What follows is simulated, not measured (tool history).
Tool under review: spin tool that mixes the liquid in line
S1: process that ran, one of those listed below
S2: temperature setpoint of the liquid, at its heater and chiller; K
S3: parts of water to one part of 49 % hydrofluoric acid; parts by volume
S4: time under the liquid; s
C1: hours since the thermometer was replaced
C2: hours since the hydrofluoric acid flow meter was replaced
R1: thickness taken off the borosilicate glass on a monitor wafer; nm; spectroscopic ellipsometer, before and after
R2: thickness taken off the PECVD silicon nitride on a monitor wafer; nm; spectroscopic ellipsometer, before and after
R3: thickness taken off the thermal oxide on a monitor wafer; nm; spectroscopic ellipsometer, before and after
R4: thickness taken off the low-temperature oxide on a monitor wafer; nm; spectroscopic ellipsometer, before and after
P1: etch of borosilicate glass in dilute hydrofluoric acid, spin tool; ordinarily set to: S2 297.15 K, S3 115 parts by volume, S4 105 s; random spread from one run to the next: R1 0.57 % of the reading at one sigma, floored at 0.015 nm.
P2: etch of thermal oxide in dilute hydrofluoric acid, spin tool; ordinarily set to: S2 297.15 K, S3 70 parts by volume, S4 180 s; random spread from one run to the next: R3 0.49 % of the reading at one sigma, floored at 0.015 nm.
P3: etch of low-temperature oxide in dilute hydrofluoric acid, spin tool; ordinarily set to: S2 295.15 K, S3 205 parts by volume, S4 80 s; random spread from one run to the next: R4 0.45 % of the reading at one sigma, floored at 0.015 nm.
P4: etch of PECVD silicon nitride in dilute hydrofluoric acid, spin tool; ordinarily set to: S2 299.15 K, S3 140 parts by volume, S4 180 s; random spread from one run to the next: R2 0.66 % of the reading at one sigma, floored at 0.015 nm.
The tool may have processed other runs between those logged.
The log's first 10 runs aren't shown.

Run 11, hour 54.0: S1 P1, S2 297.15 K, S3 115 parts by volume, S4 105 s; C1 867.5; C2 253.5. Result: R1 31.6180 nm.
Run 12, hour 58.2: S1 P1, S2 297.15 K, S3 115 parts by volume, S4 105 s; C1 871.7; C2 257.7. Result: R1 31.7180 nm.
Run 13, hour 62.9: S1 P4, S2 299.15 K, S3 240 parts by volume, S4 180 s; C1 876.4; C2 262.4. Result: R2 2.0240 nm.
Run 14, hour 68.2: S1 P3, S2 291.65 K, S3 205 parts by volume, S4 80 s; C1 881.7; C2 267.7. Result: R4 7.6112 nm.
Run 15, hour 72.9: S1 P3, S2 295.15 K, S3 205 parts by volume, S4 80 s; C1 886.4; C2 272.4. Result: R4 8.6673 nm.
Run 16, hour 76.1: S1 P4, S2 299.15 K, S3 140 parts by volume, S4 180 s; C1 889.6; C2 275.6. Result: R2 3.4438 nm.
Run 17, hour 82.2: S1 P1, S2 297.15 K, S3 115 parts by volume, S4 105 s; C1 895.7; C2 281.7. Result: R1 32.0000 nm.
Run 18, hour 89.0: S1 P1, S2 292.15 K, S3 115 parts by volume, S4 105 s; C1 902.5; C2 288.5. Result: R1 25.8920 nm.
Run 19, hour 92.7: S1 P1, S2 297.15 K, S3 115 parts by volume, S4 190 s; C1 906.2; C2 292.2. Result: R1 57.9890 nm.
Run 20, hour 99.0: S1 P1, S2 297.15 K, S3 115 parts by volume, S4 105 s; C1 912.5; C2 298.5. Result: R1 31.5490 nm.
Run 21, hour 105.5: S1 P1, S2 297.15 K, S3 115 parts by volume, S4 105 s; C1 919.0; C2 305.0. Result: R1 31.8050 nm.
Run 22, hour 110.0: S1 P4, S2 299.15 K, S3 140 parts by volume, S4 180 s; C1 923.5; C2 309.5. Result: R2 3.4258 nm.

For run 23, what comes out?
Run 23, hour 114.1: S1 P1, S2 297.15 K, S3 35 parts by volume, S4 60 s; C1 927.6; C2 313.6. Result: R1 ?.

R1: 66.2600 nm
